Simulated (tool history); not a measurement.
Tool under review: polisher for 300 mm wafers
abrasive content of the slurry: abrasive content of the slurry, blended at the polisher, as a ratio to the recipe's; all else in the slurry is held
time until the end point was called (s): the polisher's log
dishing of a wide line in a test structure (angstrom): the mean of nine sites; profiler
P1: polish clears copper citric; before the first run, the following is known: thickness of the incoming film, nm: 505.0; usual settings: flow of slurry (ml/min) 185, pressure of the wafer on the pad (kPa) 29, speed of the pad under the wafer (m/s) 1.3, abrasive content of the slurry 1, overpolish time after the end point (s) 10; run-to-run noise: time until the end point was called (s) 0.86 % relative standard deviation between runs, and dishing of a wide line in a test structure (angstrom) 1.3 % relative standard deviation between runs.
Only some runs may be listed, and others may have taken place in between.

| run | hour | flow of slurry (ml/min) | pressure of the wafer on the pad (kPa) | speed of the pad under the wafer (m/s) | abrasive content of the slurry | overpolish time after the end point (s) | wafers polished on this pad | hours since the slurry nozzle was cleaned | hours since the head pressure was calibrated | hours since the slurry blender was calibrated | time until the end point was called (s) | dishing of a wide line in a test structure (angstrom) |
|---|---|---|---|---|---|---|---|---|---|---|---|---|
| 1 | 10 | 185 | 29 | 1.3 | 1 | 10 | 918 | 475.7 | 376.4 | 106.5 | 125.3 | 285.37 |
| 2 | 18.1 | 185 | 14.5 | 1.3 | 1 | 10 | 1004 | 483.8 | 384.5 | 114.6 | 244.03 | 157.28 |
| 3 | 29.6 | 185 | 29 | 0.92 | 1 | 10 | 1128 | 495.3 | 396 | 126.1 | 171.27 | 209.94 |
| 4 | 39.1 | 185 | 29 | 1.3 | 1 | 10 | 1229 | 504.8 | 405.5 | 135.6 | 123.16 | 296.58 |
| 5 | 48.4 | 185 | 29 | 1.3 | 1 | 10 | 1329 | 514.1 | 414.8 | 144.9 | 124.19 | 290.05 |
| 6 | 56.3 | 185 | 29 | 1.3 | 0.5 | 10 | 1414 | 522 | 422.7 | 152.8 | 142.5 | 247.35 |
| 7 | 70.7 | 185 | 29 | 1.3 | 1 | 10 | 1568 | 536.4 | 437.1 | 167.2 | 123.01 | 291.97 |
| 8 | 78.2 | 115 | 29 | 1.3 | 1 | 10 | 1648 | 543.9 | 444.6 | 174.7 | 134.52 | 267.59 |
| 9 | 89 | 285 | 29 | 1.3 | 1 | 3 | 1764 | 554.7 | 455.4 | 185.5 | 117.75 | 101.89 |
|  | 96.2 | slurry nozzle cleaned |
| 10 | 97.3 | 185 | 40 | 1.3 | 1 | 10 | 1853 | 1.1 | 463.7 | 193.8 | 89.799 | 374.54 |
| 11 | 111.7 | 120 | 29 | 1.3 | 1 | 15 | 2007 | 15.5 | 478.1 | 208.2 | 135.62 | 374.09 |
| 12 | 124.5 | 185 | 29 | 2 | 1 | 10 | 2144 | 28.3 | 490.9 | 221 | 80.688 | 394.18 |
| 13 | 136.9 | 185 | 29 | 1.3 | 1 | 3 | 2277 | 40.7 | 503.3 | 233.4 | 122.79 | 95.572 |
| 14 | 150 | 185 | 29 | 1.3 | 1 | 14 | 2417 | 53.8 | 516.4 | 246.5 | 124.78 | 374.08 |
| 15 | 164 | 245 | 29 | 1.3 | 1 | 10 | 2567 | 67.8 | 530.4 | 260.5 | 119.29 | 289.09 |
| 16 | 172.6 | 185 | 29 | 1.3 | 1 | 10 | 2659 | 76.4 | 539 | 269.1 | 124.18 | 286.96 |
| 17 | 180.9 | 185 | 29 | 1.3 | 1.45 | 10 | 2748 | 84.7 | 547.3 | 277.4 | 114.77 | 309.79 |
| 18 | 188.8 | 185 | 29 | 1.3 | 1 | 10 | 2832 | 92.6 | 555.2 | 285.3 | 122.29 | 283.55 |
| 19 | 199.6 | 185 | 29 | 1.3 | 1 | 10 | 2948 | 103.4 | 566 | 296.1 | 125.56 | 282.71 |
| 20 | 207.1 | 185 | 29 | 1.3 | 1 | 10 | 3028 | 110.9 | 573.5 | 303.6 | 128.31 | 280.96 |
| 21 | 220.4 | 185 | 29 | 1.3 | 1 | 10 | 3171 | 124.2 | 586.8 | 316.9 | 129.77 | 276.99 |
| 22 | 230.6 | 185 | 29 | 1.3 | 1 | 10 | 3280 | 134.4 | 597 | 327.1 | 130.12 | 279.5 |
| 23 | 241.2 | 185 | 29 | 1.3 | 1 | 10 | 3394 | 145 | 607.6 | 337.7 | 131.38 | 269.81 |
| 24 | 250.2 | 185 | 29 | 1.3 | 1 | 10 | 3490 | 154 | 616.6 | 346.7 | 133.16 | 268.6 |
|  | 252.7 | head pressure recalibrated |
| 25 | 257.8 | 185 | 29 | 1.3 | 1 | 10 | 3571 | 161.6 | 5.2 | 354.3 | 133.16 | 272.1 |
|  | 264.3 | worn pad replaced by a new one |
| 26 | 271.8 | 185 | 29 | 1.3 | 1 | 10 | 80 | 175.6 | 19.2 | 368.3 | 133.28 | 262.52 |
| 27 | 281 | 185 | 29 | 1.3 | 1 | 10 | 179 | 184.8 | 28.4 | 377.5 | 132.36 | 270.15 |
| 28 | 287.7 | 185 | 29 | 1.3 | 1 | 10 | 251 | 191.5 | 35.1 | 384.2 | 133.19 | 268.08 |
| 29 | 302.1 | 185 | 29 | 1.3 | 1 | 10 | 405 | 205.9 | 49.5 | 398.6 | 133.12 | 262.17 |

What P1 gives has crept away from where it was. These 2 causes fit the log equally well, each at the size given:
A: slurry flow missing at the pad, % = 36
B: abrasive missing from the slurry, % = 31.4
The drift started at roughly hour 188.8.
Ruled out, with reasons:
removal rate lost through wear of the pad, %: serviced after onset, at hour 264.3, with no recovery of the prior output
head's pressure below its setpoint, %: serviced after onset, at hour 252.7, with no recovery of the prior output

You are offered 4 check runs, listed below with question marks in place of their results; each one averages 3 wafers. Which run separates the listed causes by giving clearly different results for each?
| check 1 | 316.5 | 185 | 39.3 | 1.3 | 1 | 10 |  |  |  |  | ? | ? |
| check 2 | 316.5 | 185 | 29 | 1.3 | 1.25 | 10 |  |  |  |  | ? | ? |
| check 3 | 316.5 | 120 | 29 | 1.3 | 0.8 | 10 |  |  |  |  | ? | ? |
| check 4 | 316.5 | 185 | 29 | 0.94 | 1.25 | 10 |  |  |  |  | ? | ? |

If the cause were each of the candidates in turn, the checks would give the following:
| check | result | if A | if B |
|---|---|---|---|
| check 1 | time until the end point was called (s) | 99.072 | 99.089 |
| check 1 | dishing of a wide line in a test structure (angstrom) | 346.16 | 346.11 |
| check 2 | time until the end point was called (s) | 127.65 | 127.94 |
| check 2 | dishing of a wide line in a test structure (angstrom) | 279.51 | 278.97 |
| check 3 | time until the end point was called (s) | 157.31 | 151.22 |
| check 3 | dishing of a wide line in a test structure (angstrom) | 233.98 | 242.08 |
| check 4 | time until the end point was called (s) | 175.63 | 176.04 |
| check 4 | dishing of a wide line in a test structure (angstrom) | 212.66 | 212.22 |
Distance between the nearest two causes, measured in the result of the check that separates them most: check 1 0.02 %; check 2 0.23 %; check 3 3.95 %; check 4 0.23 %
Check 3 is the one run that separates the causes; every other check would come out nearly the same whichever cause is at work.

Check 3 has now been run. It gave: time until the end point was called (s) 156.33; dishing of a wide line in a test structure (angstrom) 232.76. Which of the candidate causes is it?

Of the candidate causes, it is A: slurry flow missing at the pad, %.
